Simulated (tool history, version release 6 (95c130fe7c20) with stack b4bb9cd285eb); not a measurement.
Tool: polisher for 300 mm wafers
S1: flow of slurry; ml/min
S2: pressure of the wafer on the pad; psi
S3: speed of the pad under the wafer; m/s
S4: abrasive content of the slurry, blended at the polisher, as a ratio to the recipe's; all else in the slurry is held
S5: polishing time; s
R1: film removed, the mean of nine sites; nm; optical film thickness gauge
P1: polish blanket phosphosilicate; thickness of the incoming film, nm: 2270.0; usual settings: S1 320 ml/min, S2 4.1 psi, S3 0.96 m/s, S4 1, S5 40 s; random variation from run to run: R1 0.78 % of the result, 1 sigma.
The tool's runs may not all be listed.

Run 1, hour 13.7: S1 320 ml/min, S2 4.1 psi, S3 0.96 m/s, S4 1, S5 40 s. Result: R1 426.87 nm.
Run 2, hour 22.6: S1 320 ml/min, S2 1.9 psi, S3 0.96 m/s, S4 1, S5 40 s. Result: R1 199.14 nm.
Run 3, hour 32.5: S1 320 ml/min, S2 4.1 psi, S3 1.48 m/s, S4 1, S5 40 s. Result: R1 600.8 nm.
Run 4, hour 47.1: S1 320 ml/min, S2 4.1 psi, S3 0.96 m/s, S4 1, S5 62 s. Result: R1 658.16 nm.
Run 5, hour 58.2: S1 320 ml/min, S2 4.1 psi, S3 1.28 m/s, S4 0.7, S5 40 s. Result: R1 452.02 nm.
Run 6, hour 73.2: S1 320 ml/min, S2 4.1 psi, S3 0.96 m/s, S4 1, S5 19 s. Result: R1 202.81 nm.
Run 7, hour 85.6: S1 190 ml/min, S2 4.1 psi, S3 0.96 m/s, S4 1, S5 40 s. Result: R1 406.43 nm.
Run 8, hour 92.8: S1 320 ml/min, S2 4.1 psi, S3 0.96 m/s, S4 1, S5 40 s. Result: R1 427.78 nm.
Run 9, hour 101.1: S1 320 ml/min, S2 4.1 psi, S3 0.96 m/s, S4 1, S5 40 s. Result: R1 426.99 nm.
At hour 110.7: slurry nozzle cleaned.
Run 10, hour 110.9: S1 420 ml/min, S2 4.1 psi, S3 0.46 m/s, S4 1, S5 40 s. Result: R1 242.9 nm.
Run 11, hour 125.4: S1 320 ml/min, S2 4.1 psi, S3 0.96 m/s, S4 1, S5 40 s. Result: R1 433.11 nm.
Run 12, hour 133.2: S1 320 ml/min, S2 4.1 psi, S3 0.96 m/s, S4 1, S5 40 s. Result: R1 427.18 nm.
Run 13, hour 147.6: S1 320 ml/min, S2 6 psi, S3 0.96 m/s, S4 1, S5 40 s. Result: R1 627.16 nm.
Run 14, hour 155.8: S1 320 ml/min, S2 4.1 psi, S3 0.96 m/s, S4 1, S5 40 s. Result: R1 424.08 nm.
Run 15, hour 164.2: S1 405 ml/min, S2 4.1 psi, S3 0.96 m/s, S4 1, S5 40 s. Result: R1 438.98 nm.
Run 16, hour 173.5: S1 320 ml/min, S2 4.1 psi, S3 0.96 m/s, S4 1, S5 40 s. Result: R1 427.93 nm.
At hour 177.7: slurry blender recalibrated.
Run 17, hour 186.7: S1 320 ml/min, S2 4.1 psi, S3 0.96 m/s, S4 1.5, S5 40 s. Result: R1 499.92 nm.
Run 18, hour 198.1: S1 320 ml/min, S2 4.1 psi, S3 0.96 m/s, S4 0.6, S5 40 s. Result: R1 329.26 nm.
Run 19, hour 207.8: S1 320 ml/min, S2 4.1 psi, S3 0.5 m/s, S4 1, S5 40 s. Result: R1 256.16 nm.
Run 20, hour 217: S1 320 ml/min, S2 4.1 psi, S3 0.96 m/s, S4 1, S5 40 s. Result: R1 425.67 nm.
Run 21, hour 224.2: S1 320 ml/min, S2 4.1 psi, S3 0.96 m/s, S4 1, S5 40 s. Result: R1 414.58 nm.
Run 22, hour 237.8: S1 320 ml/min, S2 4.1 psi, S3 0.96 m/s, S4 1, S5 40 s. Result: R1 385.81 nm.
Run 23, hour 246.4: S1 320 ml/min, S2 4.1 psi, S3 0.96 m/s, S4 1, S5 40 s. Result: R1 382.35 nm.
At hour 250: conditioning disc replaced and pad reconditioned.
Run 24, hour 256.9: S1 320 ml/min, S2 4.1 psi, S3 0.96 m/s, S4 1, S5 40 s. Result: R1 379.35 nm.
At hour 261.8: head pressure recalibrated.
Run 25, hour 264.3: S1 320 ml/min, S2 4.1 psi, S3 0.96 m/s, S4 1, S5 40 s. Result: R1 369.35 nm.
Run 26, hour 274.5: S1 320 ml/min, S2 4.1 psi, S3 0.96 m/s, S4 1, S5 40 s. Result: R1 371.8 nm.
Run 27, hour 289.5: S1 320 ml/min, S2 4.1 psi, S3 0.96 m/s, S4 1, S5 40 s. Result: R1 365.81 nm.

What P1 gives has crept away from where it was. These 2 causes fit the log equally well, each at the size given:
A: abrasive missing from the slurry, % = 25.5
B: removal rate lost through wear of the pad, % = 13.5
The creep began at about hour 217.
Why every other cause is out:
slurry flow missing at the pad, %: at most 40, which would move R1 by -5.5 %: too little, or the wrong way
head's pressure below its setpoint, %: serviced at hour 261.8, which brought nothing back
time polished since the conditioner stopped cutting, s: serviced at hour 250, which brought nothing back

4 check runs are offered, each on 5 wafers whose results are averaged, their results left as question marks. Which one tells the causes apart?
Run check 1, hour 304.5: S1 320 ml/min, S2 5.2 psi, S3 0.96 m/s, S4 1, S5 30 s. Result: R1 ?.
Run check 2, hour 304.5: S1 190 ml/min, S2 4.1 psi, S3 0.96 m/s, S4 0.7, S5 40 s. Result: R1 ?.
Run check 3, hour 304.5: S1 320 ml/min, S2 4.1 psi, S3 0.62 m/s, S4 1, S5 40 s. Result: R1 ?.
Run check 4, hour 304.5: S1 320 ml/min, S2 4.1 psi, S3 1.44 m/s, S4 1, S5 60 s. Result: R1 ?.

What each check would give under each cause:
  check  result    if A    if B
check 1      R1  351.69  351.54
check 2      R1  284.61  291.99
check 3      R1   260.6  260.49
check 4      R1  767.09  766.76
How far apart the two closest causes lie, in the result that separates them most: check 1 0.04 %; check 2 2.56 %; check 3 0.04 %; check 4 0.04 %
Only check 2 tells the causes apart: in the others they would give nearly the same result.

Then check 2 was run and gave: R1 291.42 nm. Which cause is it?

It is B: removal rate lost through wear of the pad, %.

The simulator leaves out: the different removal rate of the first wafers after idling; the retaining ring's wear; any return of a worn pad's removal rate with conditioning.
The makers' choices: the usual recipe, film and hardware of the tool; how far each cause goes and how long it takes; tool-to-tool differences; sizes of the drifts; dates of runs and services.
